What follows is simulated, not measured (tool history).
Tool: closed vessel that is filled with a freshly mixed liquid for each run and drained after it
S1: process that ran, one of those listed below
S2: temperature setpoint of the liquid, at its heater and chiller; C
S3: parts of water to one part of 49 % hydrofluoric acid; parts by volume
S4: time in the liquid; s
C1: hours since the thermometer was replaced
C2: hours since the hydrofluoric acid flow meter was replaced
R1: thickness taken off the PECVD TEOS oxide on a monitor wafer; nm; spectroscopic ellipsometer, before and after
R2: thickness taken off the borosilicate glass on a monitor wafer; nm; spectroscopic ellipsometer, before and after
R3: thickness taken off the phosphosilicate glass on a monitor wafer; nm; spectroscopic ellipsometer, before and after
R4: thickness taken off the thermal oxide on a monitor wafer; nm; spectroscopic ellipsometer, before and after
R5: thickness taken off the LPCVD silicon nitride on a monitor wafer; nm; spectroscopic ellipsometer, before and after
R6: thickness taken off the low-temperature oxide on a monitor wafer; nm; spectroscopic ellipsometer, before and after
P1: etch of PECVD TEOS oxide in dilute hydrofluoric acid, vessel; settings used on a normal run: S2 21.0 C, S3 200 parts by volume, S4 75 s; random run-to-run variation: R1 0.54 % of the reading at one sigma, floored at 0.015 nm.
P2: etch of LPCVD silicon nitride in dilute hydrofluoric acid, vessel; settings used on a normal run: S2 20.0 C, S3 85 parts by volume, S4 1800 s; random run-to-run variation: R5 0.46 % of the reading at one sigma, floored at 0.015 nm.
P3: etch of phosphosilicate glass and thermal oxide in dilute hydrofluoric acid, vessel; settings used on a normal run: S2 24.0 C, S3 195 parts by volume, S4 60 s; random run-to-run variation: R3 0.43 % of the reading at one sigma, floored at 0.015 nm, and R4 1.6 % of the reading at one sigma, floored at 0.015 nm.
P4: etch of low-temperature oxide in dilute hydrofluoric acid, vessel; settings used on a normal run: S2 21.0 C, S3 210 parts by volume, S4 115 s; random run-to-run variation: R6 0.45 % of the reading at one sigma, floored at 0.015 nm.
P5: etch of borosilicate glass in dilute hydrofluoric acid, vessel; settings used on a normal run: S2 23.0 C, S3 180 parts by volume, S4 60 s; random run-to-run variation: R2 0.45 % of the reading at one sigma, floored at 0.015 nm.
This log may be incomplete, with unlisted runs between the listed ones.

run 1 hour=7.3 | S1=P1 S2=21.0 S3=200 S4=75 | C1=573.7 C2=196.7 | R1=7.4576
run 2 hour=13.1 | S1=P5 S2=23.0 S3=180 S4=30 | C1=579.5 C2=202.5 | R2=4.2478
run 3 hour=18.1 | S1=P1 S2=28.5 S3=295 S4=75 | C1=584.5 C2=207.5 | R1=5.9346
run 4 hour=26.3 | S1=P3 S2=17.0 S3=195 S4=60 | C1=592.7 C2=215.7 | R3=17.513 R4=0.97649
run 5 hour=31.7 | S1=P2 S2=28.0 S3=85 S4=1800 | C1=598.1 C2=221.1 | R5=14.0680
run 6 hour=41.8 | S1=P2 S2=20.0 S3=140 S4=1800 | C1=608.2 C2=231.2 | R5=5.1182
run 7 hour=47.4 | S1=P1 S2=21.0 S3=200 S4=75 | C1=613.8 C2=236.8 | R1=7.3690
run 8 hour=54.4 | S1=P1 S2=17.0 S3=200 S4=75 | C1=620.8 C2=243.8 | R1=6.3746
run 9 hour=59.5 | S1=P5 S2=23.0 S3=180 S4=60 | C1=625.9 C2=248.9 | R2=8.4779
run 10 hour=69.5 | S1=P1 S2=21.0 S3=200 S4=130 | C1=635.9 C2=258.9 | R1=12.9100
run 11 hour=75.6 | S1=P1 S2=21.0 S3=55 S4=75 | C1=642.0 C2=265.0 | R1=31.9050
run 12 hour=80.6 | S1=P2 S2=20.0 S3=85 S4=1800 | C1=647.0 C2=270.0 | R5=8.2809
run 13 hour=89.2 | S1=P4 S2=21.0 S3=210 S4=115 | C1=655.6 C2=278.6 | R6=4.6194
run 14 hour=99.5 | S1=P5 S2=23.0 S3=50 S4=60 | C1=665.9 C2=288.9 | R2=35.5060
run 15 hour=105.0 | S1=P1 S2=21.0 S3=355 S4=75 | C1=671.4 C2=294.4 | R1=3.6039
run 16 hour=109.9 | S1=P1 S2=21.0 S3=200 S4=75 | C1=676.3 C2=299.3 | R1=7.4817
run 17 hour=118.4 | S1=P3 S2=24.0 S3=195 S4=60 | C1=684.8 C2=307.8 | R3=22.862 R4=1.30870
run 18 hour=126.5 | S1=P3 S2=24.0 S3=195 S4=95 | C1=692.9 C2=315.9 | R3=36.477 R4=2.01020
run 19 hour=136.6 | S1=P5 S2=23.0 S3=180 S4=60 | C1=703.0 C2=326.0 | R2=8.4613
run 20 hour=143.7 | S1=P3 S2=24.0 S3=310 S4=60 | C1=710.1 C2=333.1 | R3=12.827 R4=0.74608
run 21 hour=151.7 | S1=P4 S2=21.0 S3=210 S4=225 | C1=718.1 C2=341.1 | R6=8.8818
run 22 hour=156.8 | S1=P4 S2=21.0 S3=365 S4=115 | C1=723.2 C2=346.2 | R6=2.2883
run 23 hour=164.4 | S1=P1 S2=21.0 S3=200 S4=75 | C1=730.8 C2=353.8 | R1=7.4562
run 24 hour=173.0 | S1=P4 S2=21.0 S3=210 S4=115 | C1=739.4 C2=362.4 | R6=4.5638
run 25 hour=181.4 | S1=P4 S2=28.0 S3=210 S4=115 | C1=747.8 C2=370.8 | R6=5.8880
run 26 hour=189.7 | S1=P1 S2=21.0 S3=200 S4=40 | C1=756.1 C2=379.1 | R1=3.9059
run 27 hour=197.8 | S1=P1 S2=21.0 S3=200 S4=75 | C1=764.2 C2=387.2 | R1=7.4317
run 28 hour=206.1 | S1=P1 S2=26.5 S3=200 S4=75 | C1=772.5 C2=395.5 | R1=9.1252
run 29 hour=213.6 | S1=P5 S2=29.0 S3=180 S4=60 | C1=780.0 C2=403.0 | R2=10.5330
run 30 hour=221.5 | S1=P1 S2=21.0 S3=200 S4=75 | C1=787.9 C2=410.9 | R1=7.3911
run 31 hour=229.5 | S1=P2 S2=20.0 S3=85 S4=180 | C1=795.9 C2=418.9 | R5=0.8407
run 32 hour=236.2 | S1=P1 S2=21.0 S3=200 S4=75 | C1=802.6 C2=425.6 | R1=7.4041
run 33 hour=242.8 | S1=P1 S2=21.0 S3=200 S4=75 | C1=809.2 C2=432.2 | R1=7.6206
run 34 hour=249.7 | S1=P1 S2=21.0 S3=200 S4=75 | C1=816.1 C2=439.1 | R1=7.7876
run 35 hour=258.7 | S1=P1 S2=21.0 S3=200 S4=75 | C1=825.1 C2=448.1 | R1=8.0317
run 36 hour=265.1 | S1=P1 S2=21.0 S3=200 S4=75 | C1=831.5 C2=454.5 | R1=8.1279
run 37 hour=272.0 | S1=P1 S2=21.0 S3=200 S4=75 | C1=838.4 C2=461.4 | R1=8.0668
run 38 hour=280.1 | S1=P1 S2=21.0 S3=200 S4=75 | C1=846.5 C2=469.5 | R1=8.0333

The log shows P1 creeping away from where it was. Any of the 2 causes listed here, at the size stated for it, fits the log just as well as the others:
A: liquid hotter than its thermometer reads (K) = 2.08
B: hydrofluoric acid flow above the setpoint (%) = 6.78
The creep began at about hour 236.2.

Listed below are the offered check runs, one wafer per run, with question marks in place of results. For which of them would the causes give clearly different outcomes?
run check 1 hour=288.2 | S1=P4 S2=21.0 S3=210 S4=225 | R6=?
run check 2 hour=288.2 | S1=P5 S2=29.0 S3=180 S4=60 | R2=?
run check 3 hour=288.2 | S1=P2 S2=26.0 S3=130 S4=1800 | R5=?
run check 4 hour=288.2 | S1=P3 S2=20.0 S3=195 S4=60 | R3=? R4=?

Outcome of each check run for each possible cause:
check=check_1 result=R6 if_A=9.6519 if_B=9.6601
check=check_2 result=R2 if_A=11.3160 if_B=11.3930
check=check_3 result=R5 if_A=9.2736 if_B=8.6764
check=check_4 result=R3 if_A=21.371 if_B=21.333
check=check_4 result=R4 if_A=1.22040 if_B=1.21820
Gap, in per cent, between the two causes that each check separates least, read from the result that separates them most: check 1 0.09 %; check 2 0.68 %; check 3 6.66 %; check 4 0.18 %
Of the check runs offered, only check 3 discriminates between the causes; the rest would read about the same regardless of which cause applies.

Running check 3 produced the following: R5 8.6795 nm. Which one of the listed causes fits?

Of the candidate causes, it is B: hydrofluoric acid flow above the setpoint (%).

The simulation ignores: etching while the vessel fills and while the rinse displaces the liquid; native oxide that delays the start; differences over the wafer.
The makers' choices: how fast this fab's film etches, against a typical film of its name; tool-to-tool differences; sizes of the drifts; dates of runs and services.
